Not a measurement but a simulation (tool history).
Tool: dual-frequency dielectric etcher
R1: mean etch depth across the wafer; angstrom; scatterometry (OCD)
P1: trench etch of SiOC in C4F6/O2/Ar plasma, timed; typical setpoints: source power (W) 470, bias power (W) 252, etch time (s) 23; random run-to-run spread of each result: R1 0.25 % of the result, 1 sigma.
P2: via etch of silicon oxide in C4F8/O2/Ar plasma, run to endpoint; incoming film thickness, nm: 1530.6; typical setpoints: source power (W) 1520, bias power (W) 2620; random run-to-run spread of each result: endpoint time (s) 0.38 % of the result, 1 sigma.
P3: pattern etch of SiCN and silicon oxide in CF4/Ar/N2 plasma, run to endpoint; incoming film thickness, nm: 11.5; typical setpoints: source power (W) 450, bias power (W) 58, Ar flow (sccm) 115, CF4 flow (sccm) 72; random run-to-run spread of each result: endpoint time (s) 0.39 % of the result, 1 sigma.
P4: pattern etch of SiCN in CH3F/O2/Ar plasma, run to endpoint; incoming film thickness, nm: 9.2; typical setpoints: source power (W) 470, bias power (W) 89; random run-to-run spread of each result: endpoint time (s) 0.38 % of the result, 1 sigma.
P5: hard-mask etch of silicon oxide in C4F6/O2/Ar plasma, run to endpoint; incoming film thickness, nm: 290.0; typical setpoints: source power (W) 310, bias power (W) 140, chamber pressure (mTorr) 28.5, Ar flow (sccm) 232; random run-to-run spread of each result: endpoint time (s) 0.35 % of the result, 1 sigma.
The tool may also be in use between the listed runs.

run 1 hour=9 | process_that_ran=P1 source_power_(W)=470 bias_power_(W)=252 etch_time_(s)=23 | R1=577.97
run 2 hour=15.7 | process_that_ran=P5 source_power_(W)=310 bias_power_(W)=140 chamber_pressure_(mTorr)=28.5 Ar_flow_(sccm)=182 | endpoint_time_(s)=103.53
run 3 hour=21.5 | process_that_ran=P1 source_power_(W)=600 bias_power_(W)=252 etch_time_(s)=23 | R1=633.34
run 4 hour=28.3 | process_that_ran=P3 source_power_(W)=450 bias_power_(W)=58 Ar_flow_(sccm)=115 CF4_flow_(sccm)=72 | endpoint_time_(s)=14.21
run 5 hour=35.9 | process_that_ran=P2 source_power_(W)=2020 bias_power_(W)=2620 | endpoint_time_(s)=278.05
run 6 hour=40.6 | process_that_ran=P1 source_power_(W)=570 bias_power_(W)=252 etch_time_(s)=17.5 | R1=475.46
run 7 hour=46.9 | process_that_ran=P5 source_power_(W)=410 bias_power_(W)=140 chamber_pressure_(mTorr)=28.5 Ar_flow_(sccm)=232 | endpoint_time_(s)=95.758
run 8 hour=51.6 | process_that_ran=P5 source_power_(W)=310 bias_power_(W)=140 chamber_pressure_(mTorr)=39 Ar_flow_(sccm)=232 | endpoint_time_(s)=110.39
run 9 hour=59.9 | process_that_ran=P1 source_power_(W)=470 bias_power_(W)=320 etch_time_(s)=23 | R1=629.1
run 10 hour=67.2 | process_that_ran=P1 source_power_(W)=470 bias_power_(W)=252 etch_time_(s)=23 | R1=581.14
run 11 hour=72 | process_that_ran=P1 source_power_(W)=470 bias_power_(W)=164 etch_time_(s)=23 | R1=506.08
run 12 hour=81.6 | process_that_ran=P1 source_power_(W)=470 bias_power_(W)=323 etch_time_(s)=16 | R1=438.98
run 13 hour=91 | process_that_ran=P1 source_power_(W)=470 bias_power_(W)=252 etch_time_(s)=13.5 | R1=339.84
run 14 hour=100.7 | process_that_ran=P1 source_power_(W)=470 bias_power_(W)=252 etch_time_(s)=23 | R1=577.65
run 15 hour=107.9 | process_that_ran=P3 source_power_(W)=320 bias_power_(W)=58 Ar_flow_(sccm)=115 CF4_flow_(sccm)=72 | endpoint_time_(s)=19.276
run 16 hour=113.7 | process_that_ran=P5 source_power_(W)=310 bias_power_(W)=140 chamber_pressure_(mTorr)=28.5 Ar_flow_(sccm)=232 | endpoint_time_(s)=106.59
run 17 hour=119.2 | process_that_ran=P1 source_power_(W)=340 bias_power_(W)=252 etch_time_(s)=23 | R1=509.13
run 18 hour=129 | process_that_ran=P3 source_power_(W)=450 bias_power_(W)=58 Ar_flow_(sccm)=115 CF4_flow_(sccm)=50 | endpoint_time_(s)=15.153
run 19 hour=138.5 | process_that_ran=P1 source_power_(W)=350 bias_power_(W)=252 etch_time_(s)=12.5 | R1=282.12
run 20 hour=148.2 | process_that_ran=P1 source_power_(W)=470 bias_power_(W)=252 etch_time_(s)=23 | R1=576.42
run 21 hour=152.9 | process_that_ran=P4 source_power_(W)=470 bias_power_(W)=121 | endpoint_time_(s)=18.678
run 22 hour=161.1 | process_that_ran=P1 source_power_(W)=470 bias_power_(W)=252 etch_time_(s)=32 | R1=806.08
run 23 hour=168.1 | process_that_ran=P4 source_power_(W)=470 bias_power_(W)=89 | endpoint_time_(s)=21.119
run 24 hour=178 | process_that_ran=P4 source_power_(W)=630 bias_power_(W)=89 | endpoint_time_(s)=18.862
run 25 hour=182.7 | process_that_ran=P1 source_power_(W)=470 bias_power_(W)=252 etch_time_(s)=23 | R1=579.99
run 26 hour=191.6 | process_that_ran=P2 source_power_(W)=1520 bias_power_(W)=3610 | endpoint_time_(s)=280.45
run 27 hour=199.8 | process_that_ran=P1 source_power_(W)=470 bias_power_(W)=252 etch_time_(s)=23 | R1=577.31
run 28 hour=207.8 | process_that_ran=P3 source_power_(W)=450 bias_power_(W)=37 Ar_flow_(sccm)=115 CF4_flow_(sccm)=72 | endpoint_time_(s)=16.402
run 29 hour=217 | process_that_ran=P2 source_power_(W)=1520 bias_power_(W)=2620 | endpoint_time_(s)=309.59
run 30 hour=221.6 | process_that_ran=P5 source_power_(W)=310 bias_power_(W)=140 chamber_pressure_(mTorr)=28.5 Ar_flow_(sccm)=232 | endpoint_time_(s)=106.1
run 31 hour=229.5 | process_that_ran=P3 source_power_(W)=450 bias_power_(W)=58 Ar_flow_(sccm)=150 CF4_flow_(sccm)=72 | endpoint_time_(s)=14.907
run 32 hour=235.9 | process_that_ran=P5 source_power_(W)=310 bias_power_(W)=179 chamber_pressure_(mTorr)=28.5 Ar_flow_(sccm)=232 | endpoint_time_(s)=98.294
run 33 hour=240.5 | process_that_ran=P1 source_power_(W)=470 bias_power_(W)=252 etch_time_(s)=23 | R1=578.01
run 34 hour=247.2 | process_that_ran=P1 source_power_(W)=470 bias_power_(W)=252 etch_time_(s)=23 | R1=575.59
run 35 hour=254 | process_that_ran=P1 source_power_(W)=470 bias_power_(W)=252 etch_time_(s)=23 | R1=573.41
run 36 hour=263 | process_that_ran=P1 source_power_(W)=470 bias_power_(W)=252 etch_time_(s)=23 | R1=572.87
run 37 hour=272.8 | process_that_ran=P1 source_power_(W)=470 bias_power_(W)=252 etch_time_(s)=23 | R1=571
run 38 hour=277.9 | process_that_ran=P1 source_power_(W)=470 bias_power_(W)=252 etch_time_(s)=23 | R1=569.8
-- hour=281.6 wet clean of the chamber
run 39 hour=284.2 | process_that_ran=P1 source_power_(W)=470 bias_power_(W)=252 etch_time_(s)=23 | R1=569.02
run 40 hour=294.3 | process_that_ran=P1 source_power_(W)=470 bias_power_(W)=252 etch_time_(s)=23 | R1=568.32
run 41 hour=302.8 | process_that_ran=P1 source_power_(W)=470 bias_power_(W)=252 etch_time_(s)=23 | R1=571.41
run 42 hour=310.9 | process_that_ran=P1 source_power_(W)=470 bias_power_(W)=252 etch_time_(s)=23 | R1=569.44
run 43 hour=316.1 | process_that_ran=P1 source_power_(W)=470 bias_power_(W)=252 etch_time_(s)=23 | R1=570.45
run 44 hour=321.1 | process_that_ran=P1 source_power_(W)=470 bias_power_(W)=252 etch_time_(s)=23 | R1=568.01

P1 has crept away from where it was. The log is fitted equally well by each of these 2 causes, at the sizes shown:
A: bias power that arrives under what is set, % = 4.44
B: source power that arrives under what is set, % = 3.88
The onset of the drift is placed at about hour 240.5.
All other causes, with the reason each is excluded:
chamber walls in a state that lowers the etch rate, %: serviced at hour 281.6, after the change had begun; the process did not return to its earlier output

Each of the check runs listed below is run on 2 wafers and reports their average, with the results left as question marks. Pick the one under which the possible causes would lead to clearly different results.
run check 1 hour=326.1 | process_that_ran=P2 source_power_(W)=1520 bias_power_(W)=2620 | endpoint_time_(s)=?
run check 2 hour=326.1 | process_that_ran=P3 source_power_(W)=450 bias_power_(W)=58 Ar_flow_(sccm)=115 CF4_flow_(sccm)=72 | endpoint_time_(s)=?
run check 3 hour=326.1 | process_that_ran=P5 source_power_(W)=310 bias_power_(W)=140 chamber_pressure_(mTorr)=28.5 Ar_flow_(sccm)=232 | endpoint_time_(s)=?
run check 4 hour=326.1 | process_that_ran=P4 source_power_(W)=470 bias_power_(W)=89 | endpoint_time_(s)=?

What each check would give under each cause:
check=check_1 result=endpoint_time_(s) if_A=315.29 if_B=315.77
check=check_2 result=endpoint_time_(s) if_A=14.471 if_B=14.767
check=check_3 result=endpoint_time_(s) if_A=107.93 if_B=108.13
check=check_4 result=endpoint_time_(s) if_A=21.403 if_B=21.365
Gap, in per cent, between the two causes that each check separates least, read from the result that separates them most: check 1 0.15 %; check 2 2.03 %; check 3 0.18 %; check 4 0.18 %
Check 2 tells the causes apart: in the others they would give nearly the same result.

Check 2 was then run and gave: endpoint time (s) 14.444. Which cause is it?

It is A: bias power that arrives under what is set, %.
